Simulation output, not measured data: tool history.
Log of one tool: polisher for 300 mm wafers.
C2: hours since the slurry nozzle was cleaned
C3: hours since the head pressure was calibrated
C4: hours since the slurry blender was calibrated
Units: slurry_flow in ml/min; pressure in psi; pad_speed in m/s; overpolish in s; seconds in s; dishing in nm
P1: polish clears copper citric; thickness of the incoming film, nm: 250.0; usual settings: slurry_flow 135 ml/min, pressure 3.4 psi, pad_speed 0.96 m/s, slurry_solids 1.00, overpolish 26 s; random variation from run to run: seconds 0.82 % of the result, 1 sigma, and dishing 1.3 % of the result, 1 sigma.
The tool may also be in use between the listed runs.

run 1 hour=6.5 | slurry_flow=135 pressure=3.4 pad_speed=0.96 slurry_solids=1.00 overpolish=26 | wafers_polished_on_this_pad=676 C2=128.4 C3=875.0 C4=145.7 | seconds=102.820 dishing=44.657
run 2 hour=15.0 | slurry_flow=135 pressure=3.4 pad_speed=0.96 slurry_solids=1.00 overpolish=26 | wafers_polished_on_this_pad=757 C2=136.9 C3=883.5 C4=154.2 | seconds=102.470 dishing=46.432
run 3 hour=28.4 | slurry_flow=135 pressure=3.4 pad_speed=0.96 slurry_solids=1.00 overpolish=8 | wafers_polished_on_this_pad=884 C2=150.3 C3=896.9 C4=167.6 | seconds=102.270 dishing=15.404
run 4 hour=41.9 | slurry_flow=135 pressure=3.4 pad_speed=0.44 slurry_solids=1.00 overpolish=26 | wafers_polished_on_this_pad=1013 C2=163.8 C3=910.4 C4=181.1 | seconds=217.930 dishing=22.775
run 5 hour=54.0 | slurry_flow=135 pressure=2.2 pad_speed=1.26 slurry_solids=1.00 overpolish=26 | wafers_polished_on_this_pad=1128 C2=175.9 C3=922.5 C4=193.2 | seconds=117.570 dishing=37.993
run 6 hour=64.0 | slurry_flow=135 pressure=3.4 pad_speed=0.96 slurry_solids=1.00 overpolish=26 | wafers_polished_on_this_pad=1223 C2=185.9 C3=932.5 C4=203.2 | seconds=103.590 dishing=45.075
run 7 hour=74.0 | slurry_flow=135 pressure=5.3 pad_speed=0.96 slurry_solids=1.00 overpolish=26 | wafers_polished_on_this_pad=1318 C2=195.9 C3=942.5 C4=213.2 | seconds=65.709 dishing=63.780
run 8 hour=82.3 | slurry_flow=135 pressure=3.4 pad_speed=0.96 slurry_solids=0.50 overpolish=26 | wafers_polished_on_this_pad=1396 C2=204.2 C3=950.8 C4=221.5 | seconds=117.760 dishing=39.594
run 9 hour=92.7 | slurry_flow=135 pressure=1.5 pad_speed=0.96 slurry_solids=0.75 overpolish=26 | wafers_polished_on_this_pad=1495 C2=214.6 C3=961.2 C4=231.9 | seconds=244.360 dishing=20.089
run 10 hour=103.5 | slurry_flow=135 pressure=3.4 pad_speed=0.96 slurry_solids=1.00 overpolish=26 | wafers_polished_on_this_pad=1598 C2=225.4 C3=972.0 C4=242.7 | seconds=101.930 dishing=44.471
run 11 hour=113.1 | slurry_flow=135 pressure=3.4 pad_speed=0.96 slurry_solids=1.30 overpolish=26 | wafers_polished_on_this_pad=1689 C2=235.0 C3=981.6 C4=252.3 | seconds=97.301 dishing=47.920
run 12 hour=125.6 | slurry_flow=80 pressure=3.4 pad_speed=0.96 slurry_solids=1.00 overpolish=26 | wafers_polished_on_this_pad=1808 C2=247.5 C3=994.1 C4=264.8 | seconds=116.040 dishing=40.383
run 13 hour=135.0 | slurry_flow=135 pressure=3.4 pad_speed=0.96 slurry_solids=1.00 overpolish=51 | wafers_polished_on_this_pad=1897 C2=256.9 C3=1003.5 C4=274.2 | seconds=102.430 dishing=77.485
run 14 hour=149.8 | slurry_flow=135 pressure=3.4 pad_speed=0.96 slurry_solids=1.00 overpolish=26 | wafers_polished_on_this_pad=2038 C2=271.7 C3=1018.3 C4=289.0 | seconds=102.100 dishing=45.007
run 15 hour=156.9 | slurry_flow=190 pressure=3.4 pad_speed=0.96 slurry_solids=1.00 overpolish=26 | wafers_polished_on_this_pad=2105 C2=278.8 C3=1025.4 C4=296.1 | seconds=97.004 dishing=46.851
run 16 hour=169.0 | slurry_flow=135 pressure=2.1 pad_speed=0.96 slurry_solids=1.00 overpolish=26 | wafers_polished_on_this_pad=2220 C2=290.9 C3=1037.5 C4=308.2 | seconds=165.300 dishing=28.432
run 17 hour=179.9 | slurry_flow=135 pressure=3.4 pad_speed=1.34 slurry_solids=1.00 overpolish=26 | wafers_polished_on_this_pad=2324 C2=301.8 C3=1048.4 C4=319.1 | seconds=74.365 dishing=59.334
run 18 hour=191.8 | slurry_flow=135 pressure=3.4 pad_speed=0.96 slurry_solids=1.00 overpolish=26 | wafers_polished_on_this_pad=2437 C2=313.7 C3=1060.3 C4=331.0 | seconds=101.200 dishing=45.833
run 19 hour=201.1 | slurry_flow=135 pressure=3.4 pad_speed=0.96 slurry_solids=1.00 overpolish=26 | wafers_polished_on_this_pad=2526 C2=323.0 C3=1069.6 C4=340.3 | seconds=108.630 dishing=43.301
run 20 hour=212.4 | slurry_flow=135 pressure=3.4 pad_speed=0.96 slurry_solids=1.00 overpolish=26 | wafers_polished_on_this_pad=2633 C2=334.3 C3=1080.9 C4=351.6 | seconds=110.730 dishing=41.466
run 21 hour=223.4 | slurry_flow=135 pressure=3.4 pad_speed=0.96 slurry_solids=1.00 overpolish=26 | wafers_polished_on_this_pad=2737 C2=345.3 C3=1091.9 C4=362.6 | seconds=112.960 dishing=41.174
-- hour=223.9 head pressure recalibrated
run 22 hour=229.9 | slurry_flow=135 pressure=3.4 pad_speed=0.96 slurry_solids=1.00 overpolish=26 | wafers_polished_on_this_pad=2799 C2=351.8 C3=6.1 C4=369.1 | seconds=115.170 dishing=41.432
-- hour=231.8 slurry blender recalibrated
run 23 hour=242.2 | slurry_flow=135 pressure=3.4 pad_speed=0.96 slurry_solids=1.00 overpolish=26 | wafers_polished_on_this_pad=2916 C2=364.1 C3=18.4 C4=10.4 | seconds=114.100 dishing=40.756
run 24 hour=252.0 | slurry_flow=135 pressure=3.4 pad_speed=0.96 slurry_solids=1.00 overpolish=26 | wafers_polished_on_this_pad=3009 C2=373.9 C3=28.2 C4=20.2 | seconds=112.710 dishing=39.938

What P1 gives has crept away from where it was. These 2 causes fit the log equally well, each at the size given:
A: slurry flow missing at the pad, % = 37.4
B: removal rate lost through wear of the pad, % = 10.5
The creep began at about hour 191.8.
Why every other cause is out:
head's pressure below its setpoint, %: serviced at hour 223.9, which brought nothing back
abrasive missing from the slurry, %: serviced at hour 231.8, which brought nothing back

4 check runs are offered, each on 5 wafers whose results are averaged, their results left as question marks. Which one tells the causes apart?
run check 1 hour=261.8 | slurry_flow=185 pressure=3.4 pad_speed=1.16 slurry_solids=1.00 overpolish=26 | seconds=? dishing=?
run check 2 hour=261.8 | slurry_flow=135 pressure=3.4 pad_speed=0.96 slurry_solids=0.55 overpolish=8 | seconds=? dishing=?
run check 3 hour=261.8 | slurry_flow=135 pressure=2.1 pad_speed=0.52 slurry_solids=1.00 overpolish=26 | seconds=? dishing=?
run check 4 hour=261.8 | slurry_flow=135 pressure=5.3 pad_speed=0.52 slurry_solids=1.00 overpolish=26 | seconds=? dishing=?

What each check would give under each cause:
check=check_1 result=seconds if_A=87.861 if_B=90.323
check=check_1 result=dishing if_A=51.097 if_B=49.947
check=check_2 result=seconds if_A=129.560 if_B=129.580
check=check_2 result=dishing if_A=12.330 if_B=12.328
check=check_3 result=seconds if_A=327.820 if_B=327.870
check=check_3 result=dishing if_A=15.530 if_B=15.527
check=check_4 result=seconds if_A=135.060 if_B=135.090
check=check_4 result=dishing if_A=35.998 if_B=35.993
How far apart the two closest causes lie, in the result that separates them most: check 1 2.76 %; check 2 0.02 %; check 3 0.02 %; check 4 0.02 %
Check 1 tells the causes apart: in the others they would give nearly the same result.

Then check 1 was run and gave: seconds 90.250 s; dishing 50.004 nm. Which cause is it?

It is B: removal rate lost through wear of the pad, %.
